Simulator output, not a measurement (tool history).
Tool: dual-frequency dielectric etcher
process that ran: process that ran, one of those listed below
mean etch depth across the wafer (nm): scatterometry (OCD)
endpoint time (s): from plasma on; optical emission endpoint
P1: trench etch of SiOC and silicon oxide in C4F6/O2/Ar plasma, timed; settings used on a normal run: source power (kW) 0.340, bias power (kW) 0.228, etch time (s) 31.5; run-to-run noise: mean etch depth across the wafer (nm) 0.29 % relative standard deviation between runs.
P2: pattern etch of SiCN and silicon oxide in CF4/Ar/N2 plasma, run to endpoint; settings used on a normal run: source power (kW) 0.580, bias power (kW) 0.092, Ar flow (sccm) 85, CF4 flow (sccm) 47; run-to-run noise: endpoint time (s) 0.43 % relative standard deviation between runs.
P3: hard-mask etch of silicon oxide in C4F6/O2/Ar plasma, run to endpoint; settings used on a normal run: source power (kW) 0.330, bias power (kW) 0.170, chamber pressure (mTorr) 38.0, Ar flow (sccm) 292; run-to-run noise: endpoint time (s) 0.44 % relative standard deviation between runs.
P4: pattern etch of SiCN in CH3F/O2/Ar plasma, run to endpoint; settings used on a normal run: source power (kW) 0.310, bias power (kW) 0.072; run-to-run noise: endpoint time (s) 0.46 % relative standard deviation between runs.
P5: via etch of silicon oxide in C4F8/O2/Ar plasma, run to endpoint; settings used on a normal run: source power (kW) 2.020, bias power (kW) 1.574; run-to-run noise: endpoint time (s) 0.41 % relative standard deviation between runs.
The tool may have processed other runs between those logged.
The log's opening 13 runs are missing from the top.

run,hour,process that ran,source power (kW),bias power (kW),etch time (s),Ar flow (sccm),CF4 flow (sccm),chamber pressure (mTorr),hours since the last wet clean,hours since the last source power generator calibration,hours since the last bias power generator calibration,mean etch depth across the wafer (nm),endpoint time (s)
14,101.0,P5,2.020,1.574,,,,,201.0,61.3,399.9,,311.520
15,105.6,P1,0.340,0.149,24.5,,,,205.6,65.9,404.5,43.341,
16,111.1,P2,0.350,0.092,,85,47,,211.1,71.4,410.0,,20.704
17,118.9,P3,0.330,0.170,,292,,38.0,218.9,79.2,417.8,,57.308
18,124.3,P1,0.340,0.228,19.5,,,,224.3,84.6,423.2,39.595,
19,131.1,P5,2.020,1.120,,,,,231.1,91.4,430.0,,341.590
20,137.2,P1,0.340,0.168,31.5,,,,237.2,97.5,436.1,58.181,
21,146.0,P1,0.340,0.300,31.5,,,,246.0,106.3,444.9,69.739,
22,153.7,P3,0.330,0.106,,292,,38.0,253.7,114.0,452.6,,65.941
23,162.5,P1,0.340,0.228,31.5,,,,262.5,122.8,461.4,63.888,
24,168.7,P1,0.460,0.228,46.5,,,,268.7,129.0,467.6,105.630,
25,177.4,P1,0.340,0.265,45.5,,,,277.4,137.7,476.3,96.515,
26,184.4,P2,0.580,0.092,,85,47,,284.4,144.7,483.3,,13.388

What does the tool deliver on the next run?
27,191.1,P2,0.580,0.092,,55,47,,291.1,151.4,490.0,,?

{"run 27": {"endpoint time (s)": 12.536}}
